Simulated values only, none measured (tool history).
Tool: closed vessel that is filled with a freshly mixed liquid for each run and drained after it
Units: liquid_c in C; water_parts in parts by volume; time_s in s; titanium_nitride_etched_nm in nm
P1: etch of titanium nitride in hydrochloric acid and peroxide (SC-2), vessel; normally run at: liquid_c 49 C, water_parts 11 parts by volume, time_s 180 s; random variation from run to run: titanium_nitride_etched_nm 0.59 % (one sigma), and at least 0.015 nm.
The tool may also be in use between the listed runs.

| run | hour | liquid_c | water_parts | time_s | hours since the thermometer was replaced | hours since the chemicals flow meter was replaced | hours since the drum of peroxide was connected | titanium_nitride_etched_nm |
|---|---|---|---|---|---|---|---|---|
| 1 | 7.6 | 49 | 11 | 180 | 1174.6 | 560.8 | 1176.6 | 4.1953 |
| 2 | 14.2 | 49 | 4 | 180 | 1181.2 | 567.4 | 1183.2 | 9.0955 |
| 3 | 20.7 | 49 | 19.5 | 180 | 1187.7 | 573.9 | 1189.7 | 2.5276 |
| 4 | 29.5 | 35 | 11 | 180 | 1196.5 | 582.7 | 1198.5 | 1.5745 |
| 5 | 35.4 | 49 | 11 | 180 | 1202.4 | 588.6 | 1204.4 | 4.1585 |
| 6 | 39.7 | 64 | 11 | 180 | 1206.7 | 592.9 | 1208.7 | 10.849 |
| 7 | 47.4 | 61.5 | 11 | 300 | 1214.4 | 600.6 | 1216.4 | 15.767 |
|  | 51.2 | thermometer replaced |
| 8 | 53.9 | 49 | 11 | 345 | 2.8 | 607.1 | 1222.9 | 8.0494 |
| 9 | 58.1 | 64.5 | 4 | 180 | 7 | 611.3 | 1227.1 | 24.342 |
| 10 | 65.1 | 49 | 11 | 30 | 14 | 618.3 | 1234.1 | 0.70832 |
| 11 | 72.7 | 49 | 11 | 180 | 21.6 | 625.9 | 1241.7 | 4.1922 |
| 12 | 78.1 | 49 | 11 | 180 | 27 | 631.3 | 1247.1 | 4.1652 |
| 13 | 83.2 | 49 | 11 | 180 | 32.1 | 636.4 | 1252.2 | 4.2375 |
| 14 | 90.5 | 49 | 11 | 180 | 39.4 | 643.7 | 1259.5 | 4.0091 |
| 15 | 95.7 | 49 | 11 | 180 | 44.6 | 648.9 | 1264.7 | 3.9689 |
| 16 | 102.5 | 49 | 11 | 180 | 51.4 | 655.7 | 1271.5 | 3.9199 |
| 17 | 111.3 | 49 | 11 | 180 | 60.2 | 664.5 | 1280.3 | 3.874 |
| 18 | 118.8 | 49 | 11 | 180 | 67.7 | 672 | 1287.8 | 3.8454 |
|  | 123.5 | new drum of peroxide connected |
| 19 | 126.2 | 49 | 11 | 180 | 75.1 | 679.4 | 2.8 | 3.7703 |
| 20 | 131.3 | 49 | 11 | 180 | 80.2 | 684.5 | 7.9 | 3.7564 |
| 21 | 137.9 | 49 | 11 | 180 | 86.8 | 691.1 | 14.5 | 3.7689 |
| 22 | 146 | 49 | 11 | 180 | 94.9 | 699.2 | 22.6 | 3.8154 |

Forecast run 23:
| 23 | 153.8 | 49 | 11 | 180 | 102.7 | 707 | 30.4 | ? |

Run 23 gave titanium_nitride_etched_nm 3.7495 nm.
